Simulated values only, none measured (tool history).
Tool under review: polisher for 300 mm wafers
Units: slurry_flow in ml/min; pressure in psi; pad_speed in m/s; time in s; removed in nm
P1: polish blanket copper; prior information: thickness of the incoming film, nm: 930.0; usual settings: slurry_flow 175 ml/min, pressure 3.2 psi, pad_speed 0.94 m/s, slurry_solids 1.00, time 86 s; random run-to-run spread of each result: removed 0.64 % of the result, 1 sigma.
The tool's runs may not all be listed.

{"run": 1, "hour": 10.9, "slurry_flow": 175, "pressure": 3.2, "pad_speed": 0.94, "slurry_solids": 1.0, "time": 86, "removed": 256.22}
{"run": 2, "hour": 18.3, "slurry_flow": 270, "pressure": 3.2, "pad_speed": 0.94, "slurry_solids": 1.0, "time": 86, "removed": 272.03}
{"run": 3, "hour": 27.0, "slurry_flow": 240, "pressure": 3.2, "pad_speed": 0.94, "slurry_solids": 0.75, "time": 86, "removed": 253.21}
{"run": 4, "hour": 34.1, "slurry_flow": 175, "pressure": 3.2, "pad_speed": 0.94, "slurry_solids": 1.0, "time": 126, "removed": 371.06}
{"run": 5, "hour": 43.5, "slurry_flow": 175, "pressure": 5.0, "pad_speed": 0.94, "slurry_solids": 1.0, "time": 86, "removed": 404.19}
{"run": 6, "hour": 51.0, "slurry_flow": 175, "pressure": 3.2, "pad_speed": 0.94, "slurry_solids": 1.3, "time": 86, "removed": 272.87}
{"run": 7, "hour": 58.3, "slurry_flow": 175, "pressure": 3.2, "pad_speed": 0.72, "slurry_solids": 1.45, "time": 86, "removed": 213.51}
{"run": 8, "hour": 63.8, "slurry_flow": 175, "pressure": 4.6, "pad_speed": 0.94, "slurry_solids": 1.0, "time": 51, "removed": 221.02}
{"run": 9, "hour": 72.7, "slurry_flow": 175, "pressure": 3.2, "pad_speed": 0.94, "slurry_solids": 0.5, "time": 86, "removed": 219.82}
{"run": 10, "hour": 80.6, "slurry_flow": 175, "pressure": 3.2, "pad_speed": 0.94, "slurry_solids": 1.0, "time": 86, "removed": 256.46}
{"run": 11, "hour": 91.5, "slurry_flow": 175, "pressure": 1.5, "pad_speed": 0.94, "slurry_solids": 1.0, "time": 86, "removed": 120.98}
{"run": 12, "hour": 99.5, "slurry_flow": 175, "pressure": 3.2, "pad_speed": 0.66, "slurry_solids": 1.0, "time": 86, "removed": 181.04}
{"run": 13, "hour": 107.2, "slurry_flow": 175, "pressure": 3.2, "pad_speed": 0.94, "slurry_solids": 1.0, "time": 86, "removed": 257.43}
{"run": 14, "hour": 115.3, "slurry_flow": 175, "pressure": 3.2, "pad_speed": 0.94, "slurry_solids": 1.0, "time": 86, "removed": 257.41}
{"run": 15, "hour": 122.1, "slurry_flow": 175, "pressure": 3.2, "pad_speed": 0.94, "slurry_solids": 1.0, "time": 60, "removed": 175.64}
{"run": 16, "hour": 133.0, "slurry_flow": 175, "pressure": 3.2, "pad_speed": 0.94, "slurry_solids": 1.0, "time": 86, "removed": 258.7}
{"run": 17, "hour": 139.7, "slurry_flow": 125, "pressure": 3.2, "pad_speed": 0.94, "slurry_solids": 1.0, "time": 86, "removed": 241.67}
{"run": 18, "hour": 147.8, "slurry_flow": 175, "pressure": 3.2, "pad_speed": 0.94, "slurry_solids": 1.0, "time": 86, "removed": 259.18}
{"run": 19, "hour": 157.0, "slurry_flow": 175, "pressure": 3.2, "pad_speed": 1.2, "slurry_solids": 1.0, "time": 86, "removed": 325.06}
{"run": 20, "hour": 162.5, "slurry_flow": 175, "pressure": 3.2, "pad_speed": 0.94, "slurry_solids": 1.0, "time": 86, "removed": 257.09}
{"run": 21, "hour": 168.1, "slurry_flow": 175, "pressure": 3.2, "pad_speed": 0.94, "slurry_solids": 1.0, "time": 86, "removed": 251.37}
{"run": 22, "hour": 173.8, "slurry_flow": 175, "pressure": 3.2, "pad_speed": 0.94, "slurry_solids": 1.0, "time": 86, "removed": 246.51}
{"run": 23, "hour": 180.8, "slurry_flow": 175, "pressure": 3.2, "pad_speed": 0.94, "slurry_solids": 1.0, "time": 86, "removed": 243.19}
{"run": 24, "hour": 191.3, "slurry_flow": 175, "pressure": 3.2, "pad_speed": 0.94, "slurry_solids": 1.0, "time": 86, "removed": 238.72}
{"run": 25, "hour": 196.9, "slurry_flow": 175, "pressure": 3.2, "pad_speed": 0.94, "slurry_solids": 1.0, "time": 86, "removed": 236.07}
{"run": 26, "hour": 202.5, "slurry_flow": 175, "pressure": 3.2, "pad_speed": 0.94, "slurry_solids": 1.0, "time": 86, "removed": 238.28}
{"hour": 204.0, "done": "head pressure recalibrated"}
{"run": 27, "hour": 208.8, "slurry_flow": 175, "pressure": 3.2, "pad_speed": 0.94, "slurry_solids": 1.0, "time": 86, "removed": 236.73}
{"hour": 209.7, "done": "worn pad replaced by a new one"}
{"run": 28, "hour": 219.1, "slurry_flow": 175, "pressure": 3.2, "pad_speed": 0.94, "slurry_solids": 1.0, "time": 86, "removed": 237.88}
{"run": 29, "hour": 226.2, "slurry_flow": 175, "pressure": 3.2, "pad_speed": 0.94, "slurry_solids": 1.0, "time": 86, "removed": 235.32}

What P1 gives has crept away from where it was. These 2 causes fit the log equally well, each at the size given:
A: slurry flow missing at the pad, % = 36.7
B: abrasive missing from the slurry, % = 33.6
The process output started creeping at around hour 162.5.
What rules out each remaining cause:
removal rate lost through wear of the pad, %: serviced at hour 209.7, after the drift had started, without restoring the earlier output
head's pressure below its setpoint, %: serviced at hour 204.0, after the drift had started, without restoring the earlier output

Which of the check runs below tells the causes apart, meaning the causes would give it clearly different results? Each run uses 3 wafers whose results are averaged, and each result is shown as a question mark.
{"run": "check 1", "hour": 233.3, "slurry_flow": 175, "pressure": 3.2, "pad_speed": 0.94, "slurry_solids": 0.75, "time": 118, "removed": "?"}
{"run": "check 2", "hour": 233.3, "slurry_flow": 175, "pressure": 4.9, "pad_speed": 1.18, "slurry_solids": 1.0, "time": 86, "removed": "?"}
{"run": "check 3", "hour": 233.3, "slurry_flow": 175, "pressure": 4.7, "pad_speed": 0.94, "slurry_solids": 1.0, "time": 86, "removed": "?"}
{"run": "check 4", "hour": 233.3, "slurry_flow": 130, "pressure": 4.4, "pad_speed": 0.94, "slurry_solids": 1.0, "time": 86, "removed": "?"}

Predicted outcomes, by check and by cause:
check=check_1 result=removed if_A=304.16 if_B=305.17
check=check_2 result=removed if_A=452.72 if_B=452.82
check=check_3 result=removed if_A=345.92 if_B=346.00
check=check_4 result=removed if_A=299.57 if_B=307.62
Smallest distance between any two causes, each pair judged by its most separating result, in per cent: check 1 0.33 %; check 2 0.02 %; check 3 0.02 %; check 4 2.65 %
Of the check runs offered, only check 4 discriminates between the causes; the rest would read about the same regardless of which cause applies.

The results of check 4 are: removed 308.07 nm. Based on these, which of the listed causes is it?

Of the candidate causes, it is B: abrasive missing from the slurry, %.

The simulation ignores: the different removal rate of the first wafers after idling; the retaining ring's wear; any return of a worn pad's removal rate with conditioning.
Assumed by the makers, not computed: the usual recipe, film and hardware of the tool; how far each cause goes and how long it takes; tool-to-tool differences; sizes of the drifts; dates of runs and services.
